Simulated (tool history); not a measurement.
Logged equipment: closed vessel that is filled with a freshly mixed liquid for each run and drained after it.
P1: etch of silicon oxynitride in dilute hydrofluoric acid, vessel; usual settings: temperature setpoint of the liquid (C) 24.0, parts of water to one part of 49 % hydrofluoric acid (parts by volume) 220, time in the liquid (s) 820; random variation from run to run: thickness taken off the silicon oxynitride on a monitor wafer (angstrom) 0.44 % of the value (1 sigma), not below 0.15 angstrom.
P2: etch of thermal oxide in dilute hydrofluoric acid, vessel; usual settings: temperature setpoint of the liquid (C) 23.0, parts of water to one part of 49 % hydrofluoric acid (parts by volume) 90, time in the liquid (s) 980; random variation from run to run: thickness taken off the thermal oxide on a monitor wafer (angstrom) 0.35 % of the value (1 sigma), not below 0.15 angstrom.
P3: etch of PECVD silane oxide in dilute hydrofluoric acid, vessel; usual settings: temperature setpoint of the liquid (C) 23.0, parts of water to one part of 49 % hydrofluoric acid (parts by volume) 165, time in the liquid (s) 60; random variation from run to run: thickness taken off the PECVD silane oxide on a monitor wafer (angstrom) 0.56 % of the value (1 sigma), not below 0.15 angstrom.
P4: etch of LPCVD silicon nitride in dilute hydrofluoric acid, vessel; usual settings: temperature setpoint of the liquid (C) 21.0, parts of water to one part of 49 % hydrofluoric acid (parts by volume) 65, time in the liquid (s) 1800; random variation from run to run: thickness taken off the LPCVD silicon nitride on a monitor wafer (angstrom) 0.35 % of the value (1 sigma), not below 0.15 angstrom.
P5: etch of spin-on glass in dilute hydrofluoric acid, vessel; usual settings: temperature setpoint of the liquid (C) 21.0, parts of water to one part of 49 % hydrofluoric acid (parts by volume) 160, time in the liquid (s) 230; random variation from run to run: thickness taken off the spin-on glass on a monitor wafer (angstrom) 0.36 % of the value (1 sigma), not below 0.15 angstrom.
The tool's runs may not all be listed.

| run | hour | process that ran | temperature setpoint of the liquid (C) | parts of water to one part of 49 % hydrofluoric acid (parts by volume) | time in the liquid (s) | thickness taken off the silicon oxynitride on a monitor wafer (angstrom) | thickness taken off the LPCVD silicon nitride on a monitor wafer (angstrom) | thickness taken off the spin-on glass on a monitor wafer (angstrom) | thickness taken off the thermal oxide on a monitor wafer (angstrom) | thickness taken off the PECVD silane oxide on a monitor wafer (angstrom) |
|---|---|---|---|---|---|---|---|---|---|---|
| 1 | 17.2 | P1 | 24.0 | 220 | 820 | 49.0970 |  |  |  |  |
| 2 | 25.3 | P4 | 17.0 | 65 | 1800 |  | 86.651 |  |  |  |
| 3 | 41.1 | P5 | 21.0 | 25 | 230 |  |  | 3394.70 |  |  |
| 4 | 58.6 | P1 | 18.0 | 220 | 820 | 37.1460 |  |  |  |  |
| 5 | 69.4 | P2 | 23.0 | 150 | 980 |  |  |  | 281.37 |  |
| 6 | 80.1 | P4 | 21.0 | 65 | 1800 |  | 113.280 |  |  |  |
| 7 | 90.1 | P1 | 24.0 | 220 | 820 | 48.3830 |  |  |  |  |
| 8 | 101.8 | P1 | 24.0 | 220 | 45 | 2.6968 |  |  |  |  |
| 9 | 113.6 | P1 | 31.5 | 220 | 820 | 66.6130 |  |  |  |  |
| 10 | 124.0 | P4 | 21.0 | 65 | 345 |  | 21.934 |  |  |  |
| 11 | 139.6 | P1 | 24.0 | 220 | 820 | 48.5960 |  |  |  |  |
| 12 | 149.5 | P2 | 19.5 | 90 | 980 |  |  |  | 436.93 |  |
| 13 | 161.4 | P3 | 23.0 | 165 | 60 |  |  |  |  | 151.540 |
| 14 | 172.3 | P5 | 17.0 | 160 | 230 |  |  | 382.35 |  |  |
| 15 | 185.1 | P4 | 21.0 | 65 | 1800 |  | 113.390 |  |  |  |
| 16 | 198.8 | P3 | 17.0 | 165 | 60 |  |  |  |  | 119.720 |
| 17 | 209.1 | P1 | 24.0 | 50 | 1575 | 468.4900 |  |  |  |  |
| 18 | 220.4 | P3 | 23.0 | 165 | 60 |  |  |  |  | 151.820 |
| 19 | 230.1 | P1 | 24.0 | 105 | 820 | 112.2600 |  |  |  |  |
| 20 | 244.3 | P1 | 18.0 | 220 | 485 | 22.1890 |  |  |  |  |
| 21 | 262.0 | P5 | 21.0 | 160 | 230 |  |  | 454.84 |  |  |
| 22 | 272.6 | P3 | 23.0 | 165 | 30 |  |  |  |  | 75.761 |
| 23 | 284.2 | P1 | 24.0 | 315 | 820 | 31.6830 |  |  |  |  |
| 24 | 293.5 | P5 | 21.0 | 160 | 130 |  |  | 256.42 |  |  |
| 25 | 309.0 | P5 | 21.0 | 160 | 230 |  |  | 452.29 |  |  |
| 26 | 317.4 | P1 | 24.0 | 220 | 820 | 48.5370 |  |  |  |  |
| 27 | 325.9 | P1 | 24.0 | 220 | 820 | 49.0130 |  |  |  |  |
| 28 | 334.6 | P2 | 23.0 | 90 | 980 |  |  |  | 502.73 |  |
| 29 | 348.5 | P4 | 21.0 | 35 | 1800 |  | 207.940 |  |  |  |
| 30 | 360.2 | P1 | 24.0 | 220 | 1310 | 77.9680 |  |  |  |  |
| 31 | 370.7 | P1 | 24.0 | 75 | 500 | 97.8410 |  |  |  |  |
|  | 373.5 | hydrofluoric acid flow meter replaced |
| 32 | 379.1 | P3 | 23.0 | 65 | 60 |  |  |  |  | 432.550 |
| 33 | 392.1 | P2 | 23.0 | 90 | 1585 |  |  |  | 815.74 |  |
| 34 | 408.0 | P2 | 23.0 | 90 | 980 |  |  |  | 502.56 |  |
| 35 | 423.1 | P1 | 24.0 | 220 | 820 | 48.9420 |  |  |  |  |
| 36 | 432.7 | P1 | 24.0 | 220 | 820 | 50.3050 |  |  |  |  |
| 37 | 443.6 | P1 | 24.0 | 220 | 820 | 51.2990 |  |  |  |  |
| 38 | 451.9 | P1 | 24.0 | 220 | 820 | 51.4150 |  |  |  |  |
| 39 | 460.2 | P1 | 24.0 | 220 | 820 | 52.1120 |  |  |  |  |
| 40 | 473.6 | P1 | 24.0 | 220 | 820 | 52.5880 |  |  |  |  |
| 41 | 491.0 | P1 | 24.0 | 220 | 820 | 52.5150 |  |  |  |  |
| 42 | 501.9 | P1 | 24.0 | 220 | 820 | 52.4170 |  |  |  |  |

P1 no longer gives what it gave before; its output has crept away from where it was. The following 2 causes, each at its listed size, fit the log equally well:
A: hydrofluoric acid flow above the setpoint (%) = 6.74
B: liquid hotter than its thermometer reads (K) = 1.73
The onset of the drift is placed at about hour 423.1.

Of the 4 check runs listed below, each run on one wafer and each result written as a question mark, which would let you distinguish the listed causes because they would give clearly different results?
| check 1 | 512.8 | P2 | 23.0 | 90 | 980 |  |  |  | ? |  |
| check 2 | 512.8 | P3 | 23.0 | 165 | 60 |  |  |  |  | ? |
| check 3 | 512.8 | P4 | 21.0 | 65 | 1800 |  | ? |  |  |  |
| check 4 | 512.8 | P5 | 21.0 | 160 | 230 |  |  | ? |  |  |

Predicted outcomes, by check and by cause:
| check | result | if A | if B |
|---|---|---|---|
| check 1 | thickness taken off the thermal oxide on a monitor wafer (angstrom) | 540.97 | 539.35 |
| check 2 | thickness taken off the PECVD silane oxide on a monitor wafer (angstrom) | 163.420 | 161.610 |
| check 3 | thickness taken off the LPCVD silicon nitride on a monitor wafer (angstrom) | 121.260 | 128.000 |
| check 4 | thickness taken off the spin-on glass on a monitor wafer (angstrom) | 488.73 | 484.46 |
Per-check spread between the two closest causes, in the result where they differ most: check 1 0.3 %; check 2 1.12 %; check 3 5.41 %; check 4 0.88 %
Only check 3 tells the causes apart: in the others they would give nearly the same result.

Check 3 has now been run. It gave: thickness taken off the LPCVD silicon nitride on a monitor wafer (angstrom) 128.200. Which of the candidate causes is it?

The cause is B: liquid hotter than its thermometer reads (K).
